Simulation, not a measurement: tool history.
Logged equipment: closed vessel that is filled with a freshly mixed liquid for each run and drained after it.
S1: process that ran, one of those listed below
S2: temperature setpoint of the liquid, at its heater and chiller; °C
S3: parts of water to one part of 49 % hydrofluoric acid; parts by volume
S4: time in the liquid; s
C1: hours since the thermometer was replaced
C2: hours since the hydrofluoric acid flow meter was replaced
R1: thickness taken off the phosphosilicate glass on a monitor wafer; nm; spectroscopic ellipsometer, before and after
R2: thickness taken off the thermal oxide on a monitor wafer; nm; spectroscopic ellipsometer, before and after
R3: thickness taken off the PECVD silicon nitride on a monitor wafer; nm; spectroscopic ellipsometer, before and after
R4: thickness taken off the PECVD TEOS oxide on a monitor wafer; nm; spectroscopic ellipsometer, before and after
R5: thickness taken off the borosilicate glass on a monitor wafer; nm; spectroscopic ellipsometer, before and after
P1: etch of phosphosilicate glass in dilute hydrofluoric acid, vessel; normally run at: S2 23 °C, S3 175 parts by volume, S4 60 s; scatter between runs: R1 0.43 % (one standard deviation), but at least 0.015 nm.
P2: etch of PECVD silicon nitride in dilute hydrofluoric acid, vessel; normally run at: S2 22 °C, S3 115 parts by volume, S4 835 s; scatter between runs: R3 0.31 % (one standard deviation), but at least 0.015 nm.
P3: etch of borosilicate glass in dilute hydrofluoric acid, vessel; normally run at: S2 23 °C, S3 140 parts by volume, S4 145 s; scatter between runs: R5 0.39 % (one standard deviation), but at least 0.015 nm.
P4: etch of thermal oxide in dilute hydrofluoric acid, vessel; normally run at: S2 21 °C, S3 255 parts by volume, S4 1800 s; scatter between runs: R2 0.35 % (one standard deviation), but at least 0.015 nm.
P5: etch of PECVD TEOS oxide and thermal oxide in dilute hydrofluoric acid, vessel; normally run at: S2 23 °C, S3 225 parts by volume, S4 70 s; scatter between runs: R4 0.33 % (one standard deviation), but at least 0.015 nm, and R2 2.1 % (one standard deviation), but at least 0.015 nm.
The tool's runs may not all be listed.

| run | day | S1 | S2 | S3 | S4 | C1 | C2 | R1 | R2 | R3 | R4 | R5 |
|---|---|---|---|---|---|---|---|---|---|---|---|---|
| 1 | 0.408 | P1 | 23 | 175 | 60 | 1228.1 | 486.8 | 39.387 |  |  |  |  |
| 2 | 0.733 | P4 | 17 | 255 | 1800 | 1235.9 | 494.6 |  | 20.153 |  |  |  |
| 3 | 0.971 | P1 | 23 | 175 | 60 | 1241.6 | 500.3 | 39.418 |  |  |  |  |
| 4 | 1.212 | P1 | 23 | 310 | 110 | 1247.4 | 506.1 | 35.851 |  |  |  |  |
| 5 | 1.55 | P2 | 26 | 115 | 835 | 1255.5 | 514.2 |  |  | 22.354 |  |  |
| 6 | 1.979 | P1 | 23 | 260 | 60 | 1265.8 | 524.5 | 24.221 |  |  |  |  |
| 7 | 2.408 | P4 | 21 | 255 | 1800 | 1276.1 | 534.8 |  | 23.683 |  |  |  |
| 8 | 2.692 | P5 | 18.5 | 225 | 70 | 1282.9 | 541.6 |  | 0.99583 |  | 5.9786 |  |
| 9 | 3.062 | P3 | 23 | 140 | 240 | 1291.8 | 550.5 |  |  |  |  | 64.297 |
| 10 | 3.45 | P5 | 23 | 225 | 70 | 1301.1 | 559.8 |  | 1.1951 |  | 7.0995 |  |
| 11 | 3.708 | P3 | 23 | 140 | 145 | 1307.3 | 566 |  |  |  |  | 38.953 |
| 12 | 4.046 | P2 | 22 | 195 | 835 | 1315.4 | 574.1 |  |  | 10.302 |  |  |
| 13 | 4.354 | P2 | 22 | 115 | 835 | 1322.8 | 581.5 |  |  | 17.146 |  |  |
| 14 | 4.758 | P1 | 23 | 175 | 60 | 1332.5 | 591.2 | 39.205 |  |  |  |  |
| 15 | 5.133 | P1 | 23 | 175 | 115 | 1341.5 | 600.2 | 75.435 |  |  |  |  |
| 16 | 5.479 | P5 | 23 | 225 | 120 | 1349.8 | 608.5 |  | 2.0525 |  | 12.135 |  |
| 17 | 5.904 | P5 | 23 | 225 | 70 | 1360 | 618.7 |  | 1.236 |  | 7.0562 |  |
| 18 | 6.254 | P3 | 29.5 | 140 | 145 | 1368.4 | 627.1 |  |  |  |  | 49.681 |
| 19 | 6.583 | P3 | 23 | 250 | 145 | 1376.3 | 635 |  |  |  |  | 19.201 |
| 20 | 6.788 | P1 | 23 | 45 | 60 | 1381.2 | 639.9 | 178.49 |  |  |  |  |
| 21 | 7.046 | P5 | 23 | 360 | 70 | 1387.4 | 646.1 |  | 0.69426 |  | 3.8846 |  |
| 22 | 7.35 | P2 | 22 | 115 | 245 | 1394.7 | 653.4 |  |  | 5.0813 |  |  |
| 23 | 7.679 | P4 | 21 | 255 | 1800 | 1402.6 | 661.3 |  | 23.4 |  |  |  |
| 24 | 7.871 | P1 | 27.5 | 175 | 60 | 1407.2 | 665.9 | 46.194 |  |  |  |  |

Run 25, settings as shown, results not yet in. Your forecast:
| 25 | 8.083 | P1 | 23 | 40 | 85 | 1412.3 | 671 | ? |  |  |  |  |

{"run 25": {"R1": 286.85}}

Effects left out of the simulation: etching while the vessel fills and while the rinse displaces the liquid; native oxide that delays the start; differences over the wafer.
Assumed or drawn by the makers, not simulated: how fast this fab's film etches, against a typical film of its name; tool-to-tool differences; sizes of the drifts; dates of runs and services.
